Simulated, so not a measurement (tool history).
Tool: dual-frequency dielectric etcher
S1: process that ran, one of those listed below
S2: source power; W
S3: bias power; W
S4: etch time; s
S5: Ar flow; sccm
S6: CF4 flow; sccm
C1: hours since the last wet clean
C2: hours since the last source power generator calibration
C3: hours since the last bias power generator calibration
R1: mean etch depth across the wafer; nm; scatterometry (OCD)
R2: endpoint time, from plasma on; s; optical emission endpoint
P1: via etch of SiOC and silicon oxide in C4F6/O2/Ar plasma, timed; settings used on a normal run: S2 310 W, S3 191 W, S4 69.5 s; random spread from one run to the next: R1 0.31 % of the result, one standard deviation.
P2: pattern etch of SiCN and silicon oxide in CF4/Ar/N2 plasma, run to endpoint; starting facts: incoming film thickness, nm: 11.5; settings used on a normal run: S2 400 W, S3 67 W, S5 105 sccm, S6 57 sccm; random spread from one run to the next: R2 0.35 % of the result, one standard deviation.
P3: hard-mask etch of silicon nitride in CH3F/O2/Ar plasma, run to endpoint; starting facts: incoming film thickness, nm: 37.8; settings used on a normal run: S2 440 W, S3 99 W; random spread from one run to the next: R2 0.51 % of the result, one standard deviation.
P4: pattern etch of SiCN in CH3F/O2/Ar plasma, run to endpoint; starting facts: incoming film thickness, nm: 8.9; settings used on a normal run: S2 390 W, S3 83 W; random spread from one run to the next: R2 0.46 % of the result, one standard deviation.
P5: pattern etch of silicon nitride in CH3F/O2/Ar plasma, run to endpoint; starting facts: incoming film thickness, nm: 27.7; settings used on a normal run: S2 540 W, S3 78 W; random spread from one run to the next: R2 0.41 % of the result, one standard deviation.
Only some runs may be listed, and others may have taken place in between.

Run 1, hour 7.7: S1 P1, S2 310 W, S3 191 W, S4 69.5 s; C1 473.9; C2 2445.7; C3 1653.1. Result: R1 74.400 nm.
Run 2, hour 15.4: S1 P3, S2 440 W, S3 140 W; C1 481.6; C2 2453.4; C3 1660.8. Result: R2 42.780 s.
Run 3, hour 19.3: S1 P5, S2 540 W, S3 99 W; C1 485.5; C2 2457.3; C3 1664.7. Result: R2 32.528 s.
Run 4, hour 23.1: S1 P1, S2 310 W, S3 191 W, S4 69.5 s; C1 489.3; C2 2461.1; C3 1668.5. Result: R1 74.084 nm.
Run 5, hour 29.3: S1 P1, S2 410 W, S3 191 W, S4 38.0 s; C1 495.5; C2 2467.3; C3 1674.7. Result: R1 45.364 nm.
Run 6, hour 34.2: S1 P1, S2 410 W, S3 191 W, S4 69.5 s; C1 500.4; C2 2472.2; C3 1679.6. Result: R1 82.352 nm.
Run 7, hour 42.2: S1 P2, S2 400 W, S3 67 W, S5 139 sccm, S6 57 sccm; C1 508.4; C2 2480.2; C3 1687.6. Result: R2 16.341 s.
Run 8, hour 46.6: S1 P5, S2 540 W, S3 78 W; C1 512.8; C2 2484.6; C3 1692.0. Result: R2 35.732 s.
Run 9, hour 51.4: S1 P1, S2 240 W, S3 191 W, S4 101.5 s; C1 517.6; C2 2489.4; C3 1696.8. Result: R1 97.994 nm.
Run 10, hour 55.4: S1 P2, S2 400 W, S3 50 W, S5 105 sccm, S6 57 sccm; C1 521.6; C2 2493.4; C3 1700.8. Result: R2 17.214 s.
Run 11, hour 64.1: S1 P4, S2 390 W, S3 83 W; C1 530.3; C2 2502.1; C3 1709.5. Result: R2 22.436 s.
Run 12, hour 72.8: S1 P5, S2 740 W, S3 78 W; C1 539.0; C2 2510.8; C3 1718.2. Result: R2 31.521 s.
Run 13, hour 81.2: S1 P2, S2 400 W, S3 67 W, S5 105 sccm, S6 57 sccm; C1 547.4; C2 2519.2; C3 1726.6. Result: R2 15.656 s.
Run 14, hour 88.5: S1 P1, S2 310 W, S3 191 W, S4 69.5 s; C1 554.7; C2 2526.5; C3 1733.9. Result: R1 74.179 nm.
Run 15, hour 96.7: S1 P1, S2 310 W, S3 191 W, S4 69.5 s; C1 562.9; C2 2534.7; C3 1742.1. Result: R1 73.747 nm.
Run 16, hour 101.1: S1 P3, S2 440 W, S3 99 W; C1 567.3; C2 2539.1; C3 1746.5. Result: R2 48.655 s.
Run 17, hour 109.1: S1 P2, S2 400 W, S3 67 W, S5 105 sccm, S6 79 sccm; C1 575.3; C2 2547.1; C3 1754.5. Result: R2 14.823 s.
Run 18, hour 116.5: S1 P1, S2 310 W, S3 191 W, S4 69.5 s; C1 582.7; C2 2554.5; C3 1761.9. Result: R1 74.247 nm.
Run 19, hour 125.0: S1 P1, S2 310 W, S3 191 W, S4 69.5 s; C1 591.2; C2 2563.0; C3 1770.4. Result: R1 74.578 nm.
Run 20, hour 128.9: S1 P1, S2 310 W, S3 261 W, S4 69.5 s; C1 595.1; C2 2566.9; C3 1774.3. Result: R1 82.192 nm.
Run 21, hour 136.9: S1 P1, S2 310 W, S3 140 W, S4 69.5 s; C1 603.1; C2 2574.9; C3 1782.3. Result: R1 67.113 nm.
Run 22, hour 143.8: S1 P1, S2 310 W, S3 191 W, S4 52.5 s; C1 610.0; C2 2581.8; C3 1789.2. Result: R1 55.549 nm.
Run 23, hour 147.6: S1 P2, S2 550 W, S3 67 W, S5 105 sccm, S6 57 sccm; C1 613.8; C2 2585.6; C3 1793.0. Result: R2 11.788 s.
Run 24, hour 151.5: S1 P3, S2 440 W, S3 99 W; C1 617.7; C2 2589.5; C3 1796.9. Result: R2 48.663 s.
Run 25, hour 158.2: S1 P1, S2 230 W, S3 191 W, S4 69.5 s; C1 624.4; C2 2596.2; C3 1803.6. Result: R1 66.392 nm.
Run 26, hour 166.0: S1 P1, S2 310 W, S3 191 W, S4 91.0 s; C1 632.2; C2 2604.0; C3 1811.4. Result: R1 96.304 nm.
Run 27, hour 173.0: S1 P1, S2 310 W, S3 191 W, S4 69.5 s; C1 639.2; C2 2611.0; C3 1818.4. Result: R1 73.919 nm.
Run 28, hour 180.6: S1 P3, S2 610 W, S3 99 W; C1 646.8; C2 2618.6; C3 1826.0. Result: R2 42.952 s.
Run 29, hour 189.4: S1 P4, S2 560 W, S3 83 W; C1 655.6; C2 2627.4; C3 1834.8. Result: R2 19.575 s.
Run 30, hour 194.8: S1 P4, S2 390 W, S3 101 W; C1 661.0; C2 2632.8; C3 1840.2. Result: R2 20.949 s.
Run 31, hour 201.4: S1 P1, S2 310 W, S3 247 W, S4 44.5 s; C1 667.6; C2 2639.4; C3 1846.8. Result: R1 51.484 nm.
Run 32, hour 208.6: S1 P1, S2 310 W, S3 191 W, S4 69.5 s; C1 674.8; C2 2646.6; C3 1854.0. Result: R1 73.829 nm.
Run 33, hour 216.3: S1 P1, S2 310 W, S3 191 W, S4 69.5 s; C1 682.5; C2 2654.3; C3 1861.7. Result: R1 74.297 nm.
Run 34, hour 221.2: S1 P1, S2 310 W, S3 191 W, S4 69.5 s; C1 687.4; C2 2659.2; C3 1866.6. Result: R1 74.504 nm.
Run 35, hour 228.1: S1 P1, S2 310 W, S3 191 W, S4 69.5 s; C1 694.3; C2 2666.1; C3 1873.5. Result: R1 75.396 nm.
At hour 232.3: wet clean of the chamber.
Run 36, hour 236.0: S1 P1, S2 310 W, S3 191 W, S4 69.5 s; C1 3.7; C2 2674.0; C3 1881.4. Result: R1 74.666 nm.
Run 37, hour 240.1: S1 P1, S2 310 W, S3 191 W, S4 69.5 s; C1 7.8; C2 2678.1; C3 1885.5. Result: R1 75.070 nm.
Run 38, hour 248.8: S1 P1, S2 310 W, S3 191 W, S4 69.5 s; C1 16.5; C2 2686.8; C3 1894.2. Result: R1 74.754 nm.
Run 39, hour 252.8: S1 P1, S2 310 W, S3 191 W, S4 69.5 s; C1 20.5; C2 2690.8; C3 1898.2. Result: R1 75.553 nm.
Run 40, hour 257.5: S1 P1, S2 310 W, S3 191 W, S4 69.5 s; C1 25.2; C2 2695.5; C3 1902.9. Result: R1 75.276 nm.

The output of P1 has drifted from where it used to be. Each of the 2 causes below, taken at the size shown beside it, accounts for the log equally well:
A: bias power that arrives over what is set, % = 4.75
B: source power that arrives over what is set, % = 4.11
The creep began at about hour 208.6.
Each remaining cause and why it is not a fit:
chamber walls in a state that raises the etch rate, %: was serviced at hour 232.3, once the creep was under way, yet the earlier output never came back

The list below offers 4 check runs, each averaging the results of 2 wafers, and shows each result as a question mark. For which of them would the listed causes give clearly different results?
Run check 1, hour 262.2: S1 P5, S2 740 W, S3 97 W. Result: R2 ?.
Run check 2, hour 262.2: S1 P4, S2 550 W, S3 83 W. Result: R2 ?.
Run check 3, hour 262.2: S1 P2, S2 400 W, S3 57 W, S5 105 sccm, S6 65 sccm. Result: R2 ?.
Run check 4, hour 262.2: S1 P3, S2 590 W, S3 132 W. Result: R2 ?.

Check results expected under each cause:
  check  result    if A    if B
check 1      R2  28.838  28.869
check 2      R2  19.465  19.493
check 3      R2  15.877  15.559
check 4      R2  38.451  38.553
Distance between the nearest two causes, measured in the result of the check that separates them most: check 1 0.11 %; check 2 0.15 %; check 3 2.03 %; check 4 0.26 %
Check 3 is the one run that separates the causes; every other check would come out nearly the same whichever cause is at work.

Check 3 was carried out, with these results: R2 15.526 s. Which of the listed causes is responsible?

Of the candidate causes, it is B: source power that arrives over what is set, %.
